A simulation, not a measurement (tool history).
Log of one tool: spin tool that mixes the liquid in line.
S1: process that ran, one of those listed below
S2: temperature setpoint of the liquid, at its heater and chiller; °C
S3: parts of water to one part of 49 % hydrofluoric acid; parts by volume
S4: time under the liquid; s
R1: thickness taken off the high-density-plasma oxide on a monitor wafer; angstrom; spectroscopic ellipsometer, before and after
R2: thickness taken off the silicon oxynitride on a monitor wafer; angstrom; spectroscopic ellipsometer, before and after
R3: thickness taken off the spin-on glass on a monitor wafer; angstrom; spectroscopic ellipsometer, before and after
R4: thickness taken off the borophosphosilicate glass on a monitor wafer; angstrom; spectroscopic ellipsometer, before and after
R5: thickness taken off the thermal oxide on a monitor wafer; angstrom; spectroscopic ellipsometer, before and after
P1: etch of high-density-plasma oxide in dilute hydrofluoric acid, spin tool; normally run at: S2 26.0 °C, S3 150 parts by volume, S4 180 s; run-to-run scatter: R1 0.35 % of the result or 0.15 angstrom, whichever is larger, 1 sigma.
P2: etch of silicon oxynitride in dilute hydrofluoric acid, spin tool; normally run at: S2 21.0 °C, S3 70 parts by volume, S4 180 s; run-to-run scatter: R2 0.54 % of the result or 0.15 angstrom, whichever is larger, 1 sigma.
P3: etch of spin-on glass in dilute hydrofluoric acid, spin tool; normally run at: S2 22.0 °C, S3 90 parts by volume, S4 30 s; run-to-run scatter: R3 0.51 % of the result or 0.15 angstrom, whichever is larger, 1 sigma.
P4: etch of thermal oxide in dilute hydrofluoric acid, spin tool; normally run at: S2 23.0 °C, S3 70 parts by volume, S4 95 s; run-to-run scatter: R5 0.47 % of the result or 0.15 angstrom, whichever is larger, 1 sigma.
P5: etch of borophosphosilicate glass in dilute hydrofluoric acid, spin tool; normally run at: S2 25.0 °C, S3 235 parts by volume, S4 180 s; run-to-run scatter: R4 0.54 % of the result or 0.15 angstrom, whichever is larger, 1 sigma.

run   hour  S1    S2   S3   S4       R1       R2       R3       R4      R5
  1    5.9  P1  26.0  150  180   61.386
  2    9.6  P1  26.0  270  180   30.033
  3   14.8  P2  29.0   70  180           123.040
  4   17.6  P3  28.0   90   30                    130.340
  5   20.5  P1  26.0  150  180   61.233
  6   24.6  P3  22.0   90   30                    103.980
  7   27.3  P1  26.0  150   70   23.866
  8   31.8  P5  25.0   85  180                             736.500
  9   34.5  P1  26.0  150  275   94.474
 10   39.0  P5  25.0  235  180                             225.050
 11   42.4  P3  22.0   90   30                    103.960
 12   47.5  P2  21.0   70   65            30.372
 13   52.6  P1  20.5  230  180   29.878
 14   58.2  P4  23.0  125   95                                      31.448
 15   61.2  P1  26.0  150  180   61.486
 16   64.3  P4  23.0   70   40                                      24.908
 17   68.5  P1  30.5  150  180   72.499
 18   73.3  P3  22.0   20   30                    508.920
 19   79.5  P5  29.5  235  180                             260.790
 20   85.3  P4  23.0   70   95                                      60.602
 21   89.9  P4  27.5   70   95                                      71.570
 22   93.5  P1  26.0  150  180   61.148
 23   99.1  P4  23.0   70   95                                      60.260
 24  102.9  P1  26.0   35  180  307.470
 25  106.8  P2  21.0   30  180           198.220
 26  111.9  P1  21.0  150  180   50.683
 27  118.2  P1  26.0  150  180   61.109
 28  120.9  P5  25.0  235   45                              56.128
 29  126.5  P1  26.0  150  180   61.080
 30  132.2  P3  22.0   90   15                     51.097
 31  135.7  P2  21.0   70  180            83.660
 32  140.4  P2  21.0   70  180            83.315
 33  144.8  P1  26.0  150  180   61.275
 34  147.7  P1  26.0  150  180   60.239
 35  153.0  P1  26.0  150  180   58.399
 36  156.9  P1  26.0  150  180   57.568
 37  161.4  P1  26.0  150  180   56.763
 38  165.5  P1  26.0  150  180   56.353
 39  171.3  P1  26.0  150  180   57.008
 40  175.1  P1  26.0  150  180   56.673
 41  180.6  P1  26.0  150  180   56.416

What P1 gives has crept away from where it was. These 2 causes fit the log equally well, each at the size given:
A: hydrofluoric acid flow below the setpoint (%) = 7.11
B: liquid colder than its thermometer reads (K) = 2.31
The creep began at about hour 144.8.

4 check runs are offered, each on 2 wafers whose results are averaged, their results left as question marks. Which one tells the causes apart?
check 1  186.1  P2  27.5   35  180       ?
check 2  186.1  P5  25.0  105   90               ?
check 3  186.1  P4  23.0  125   60                   ?
check 4  186.1  P3  25.0   90   15           ?

What each check would give under each cause:
  check  result     if A     if B
check 1      R2  218.380  210.690
check 2      R4  267.910  265.890
check 3      R5   18.345   18.217
check 4      R3   53.453   52.932
How far apart the two closest causes lie, in the result that separates them most: check 1 3.58 %; check 2 0.76 %; check 3 0.7 %; check 4 0.98 %
Only check 1 tells the causes apart: in the others they would give nearly the same result.

Check 1 was then run and gave: R2 219.200 angstrom. Which cause is it?

It is A: hydrofluoric acid flow below the setpoint (%).
